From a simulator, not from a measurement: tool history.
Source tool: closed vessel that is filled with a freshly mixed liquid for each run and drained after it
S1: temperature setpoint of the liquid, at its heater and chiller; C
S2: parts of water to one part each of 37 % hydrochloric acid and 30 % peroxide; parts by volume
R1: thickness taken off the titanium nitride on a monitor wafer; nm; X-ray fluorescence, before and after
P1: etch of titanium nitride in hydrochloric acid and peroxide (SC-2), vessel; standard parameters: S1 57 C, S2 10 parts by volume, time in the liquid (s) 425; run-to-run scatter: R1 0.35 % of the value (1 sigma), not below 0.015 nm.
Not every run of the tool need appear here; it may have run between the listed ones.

Run 1, hour 11.8: S1 57 C, S2 10 parts by volume, time in the liquid (s) 425. Result: R1 12.282 nm.
Run 2, hour 23.5: S1 57 C, S2 10 parts by volume, time in the liquid (s) 30. Result: R1 0.85721 nm.
Run 3, hour 30.4: S1 57 C, S2 10 parts by volume, time in the liquid (s) 425. Result: R1 12.173 nm.
Run 4, hour 38.9: S1 57 C, S2 14.5 parts by volume, time in the liquid (s) 425. Result: R1 8.9121 nm.
Run 5, hour 47.6: S1 57 C, S2 14 parts by volume, time in the liquid (s) 820. Result: R1 17.797 nm.
Run 6, hour 56.2: S1 46 C, S2 10 parts by volume, time in the liquid (s) 100. Result: R1 1.3945 nm.
Run 7, hour 65.5: S1 40.5 C, S2 10 parts by volume, time in the liquid (s) 425. Result: R1 4.0024 nm.
Run 8, hour 77.9: S1 57 C, S2 10 parts by volume, time in the liquid (s) 425. Result: R1 12.176 nm.
Run 9, hour 88.4: S1 43.5 C, S2 10 parts by volume, time in the liquid (s) 50. Result: R1 0.58447 nm.
Run 10, hour 94.8: S1 57 C, S2 4 parts by volume, time in the liquid (s) 425. Result: R1 24.428 nm.
Run 11, hour 106: S1 68.5 C, S2 10 parts by volume, time in the liquid (s) 425. Result: R1 24.788 nm.
Run 12, hour 118: S1 57 C, S2 10 parts by volume, time in the liquid (s) 425. Result: R1 12.226 nm.
Run 13, hour 130.7: S1 57 C, S2 10 parts by volume, time in the liquid (s) 425. Result: R1 12.258 nm.
At hour 131.1: thermometer replaced.
Run 14, hour 139.8: S1 57 C, S2 10 parts by volume, time in the liquid (s) 785. Result: R1 22.689 nm.
Run 15, hour 147.5: S1 57 C, S2 10 parts by volume, time in the liquid (s) 425. Result: R1 12.16 nm.
Run 16, hour 158.6: S1 57 C, S2 10 parts by volume, time in the liquid (s) 425. Result: R1 11.672 nm.
Run 17, hour 167.2: S1 57 C, S2 10 parts by volume, time in the liquid (s) 425. Result: R1 11.492 nm.
Run 18, hour 177.2: S1 57 C, S2 10 parts by volume, time in the liquid (s) 425. Result: R1 11.413 nm.
Run 19, hour 183.6: S1 57 C, S2 10 parts by volume, time in the liquid (s) 425. Result: R1 11.287 nm.
Run 20, hour 191.8: S1 57 C, S2 10 parts by volume, time in the liquid (s) 425. Result: R1 11.165 nm.
At hour 193.5: new drum of peroxide connected.
Run 21, hour 198.7: S1 57 C, S2 10 parts by volume, time in the liquid (s) 425. Result: R1 11.204 nm.
Run 22, hour 209.3: S1 57 C, S2 10 parts by volume, time in the liquid (s) 425. Result: R1 11.182 nm.
Run 23, hour 221.6: S1 57 C, S2 10 parts by volume, time in the liquid (s) 425. Result: R1 11.075 nm.
Run 24, hour 233.5: S1 57 C, S2 10 parts by volume, time in the liquid (s) 425. Result: R1 11.073 nm.

What P1 gives has crept off from where it sat before. The 2 causes that follow fit the log equally well, each at the size noted:
A: chemicals flow below the setpoint (%) = 11
B: liquid colder than its thermometer reads (K) = 1.54
Creep in the process output first set in at about hour 147.5.
Every other cause this tool's parts could produce, and why it does not fit the log:
peroxide weaker than its label (%): work on it at hour 193.5, done after the drift set in, did not restore what the process gave before

Consider the 4 single-wafer check runs listed below, results given as question marks: which one distinguishes between the causes by giving clearly different results for each?
Run check 1, hour 245.4: S1 43.5 C, S2 4 parts by volume, time in the liquid (s) 425. Result: R1 ?.
Run check 2, hour 245.4: S1 57 C, S2 13 parts by volume, time in the liquid (s) 85. Result: R1 ?.
Run check 3, hour 245.4: S1 64 C, S2 10 parts by volume, time in the liquid (s) 425. Result: R1 ?.
Run check 4, hour 245.4: S1 57 C, S2 13 parts by volume, time in the liquid (s) 665. Result: R1 ?.

What each check would give under each cause:
  check  result    if A    if B
check 1      R1  9.1884  8.9316
check 2      R1  1.7659  1.7711
check 3      R1  17.165  17.221
check 4      R1  13.816  13.857
Separation of the two closest causes in each check, using whichever result separates them best: check 1 2.83 %; check 2 0.29 %; check 3 0.33 %; check 4 0.29 %
The causes can be told apart only by check 1. The other checks would give nearly the same results under each of them.

The results of check 1 are: R1 8.9482 nm. Based on these, which of the listed causes is it?

Of the candidate causes, it is B: liquid colder than its thermometer reads (K).

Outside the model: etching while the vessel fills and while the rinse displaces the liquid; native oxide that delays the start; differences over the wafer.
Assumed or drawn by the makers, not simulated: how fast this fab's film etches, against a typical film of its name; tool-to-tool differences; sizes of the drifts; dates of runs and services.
